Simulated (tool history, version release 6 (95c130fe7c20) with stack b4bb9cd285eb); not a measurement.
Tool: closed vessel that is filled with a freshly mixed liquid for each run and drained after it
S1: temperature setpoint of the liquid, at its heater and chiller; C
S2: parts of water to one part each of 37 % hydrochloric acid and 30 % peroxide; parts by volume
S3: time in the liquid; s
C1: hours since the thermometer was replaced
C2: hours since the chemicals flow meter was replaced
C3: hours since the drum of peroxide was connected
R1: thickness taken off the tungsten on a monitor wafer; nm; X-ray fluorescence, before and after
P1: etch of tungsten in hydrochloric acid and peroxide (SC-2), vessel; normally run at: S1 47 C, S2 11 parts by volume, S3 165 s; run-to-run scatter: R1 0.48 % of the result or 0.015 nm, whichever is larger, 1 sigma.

| run | hour | S1 | S2 | S3 | C1 | C2 | C3 | R1 |
|---|---|---|---|---|---|---|---|---|
| 1 | 4.7 | 47 | 11 | 165 | 2031.5 | 551.4 | 802.4 | 24.593 |
| 2 | 13.7 | 47 | 4 | 165 | 2040.5 | 560.4 | 811.4 | 53.413 |
| 3 | 18.5 | 47 | 11 | 165 | 2045.3 | 565.2 | 816.2 | 24.591 |
| 4 | 28.2 | 47 | 11 | 45 | 2055 | 574.9 | 825.9 | 6.678 |
| 5 | 34.3 | 35 | 11 | 285 | 2061.1 | 581 | 832 | 18.27 |
| 6 | 39.1 | 37.5 | 11 | 165 | 2065.9 | 585.8 | 836.8 | 12.548 |
| 7 | 45.2 | 47 | 20 | 165 | 2072 | 591.9 | 842.9 | 14.563 |
| 8 | 50.9 | 47 | 11 | 245 | 2077.7 | 597.6 | 848.6 | 36.455 |
| 9 | 56.4 | 47 | 11 | 165 | 2083.2 | 603.1 | 854.1 | 24.415 |
| 10 | 65 | 59.5 | 11 | 165 | 2091.8 | 611.7 | 862.7 | 55.498 |
| 11 | 71.6 | 47 | 11 | 165 | 2098.4 | 618.3 | 869.3 | 24.806 |
|  | 72.9 | thermometer replaced |
| 12 | 81.2 | 47 | 11 | 165 | 8.3 | 627.9 | 878.9 | 24.659 |
| 13 | 90.7 | 47 | 11 | 165 | 17.8 | 637.4 | 888.4 | 24.568 |
| 14 | 100.6 | 47 | 11 | 165 | 27.7 | 647.3 | 898.3 | 25.566 |
| 15 | 110.3 | 47 | 11 | 165 | 37.4 | 657 | 908 | 25.952 |
| 16 | 116.1 | 47 | 11 | 165 | 43.2 | 662.8 | 913.8 | 26.271 |
| 17 | 122.6 | 47 | 11 | 165 | 49.7 | 669.3 | 920.3 | 26.319 |
| 18 | 127.6 | 47 | 11 | 165 | 54.7 | 674.3 | 925.3 | 26.337 |
| 19 | 135.3 | 47 | 11 | 165 | 62.4 | 682 | 933 | 26.556 |
| 20 | 144.3 | 47 | 11 | 165 | 71.4 | 691 | 942 | 26.315 |

What P1 gives has crept away from where it was. These 2 causes fit the log equally well, each at the size given:
A: liquid hotter than its thermometer reads (K) = 1.09
B: chemicals flow above the setpoint (%) = 9.13
The creep began at about hour 90.7.
Why every other cause is out:
peroxide weaker than its label (%): at most 8, which would move R1 by -7.4 %: too little, or the wrong way

4 check runs are offered, each on 3 wafers whose results are averaged, their results left as question marks. Which one tells the causes apart?
| check 1 | 153.3 | 39 | 4 | 165 |  |  |  | ? |
| check 2 | 153.3 | 37.5 | 11 | 165 |  |  |  | ? |
| check 3 | 153.3 | 59 | 11 | 165 |  |  |  | ? |
| check 4 | 153.3 | 47 | 19 | 165 |  |  |  | ? |

What each check would give under each cause:
| check | result | if A | if B |
|---|---|---|---|
| check 1 | R1 | 32.962 | 32.304 |
| check 2 | R1 | 13.67 | 13.602 |
| check 3 | R1 | 57.755 | 58.035 |
| check 4 | R1 | 16.381 | 16.462 |
How far apart the two closest causes lie, in the result that separates them most: check 1 2.02 %; check 2 0.5 %; check 3 0.48 %; check 4 0.49 %
Only check 1 tells the causes apart: in the others they would give nearly the same result.

Then check 1 was run and gave: R1 32.146 nm. Which cause is it?

It is B: chemicals flow above the setpoint (%).
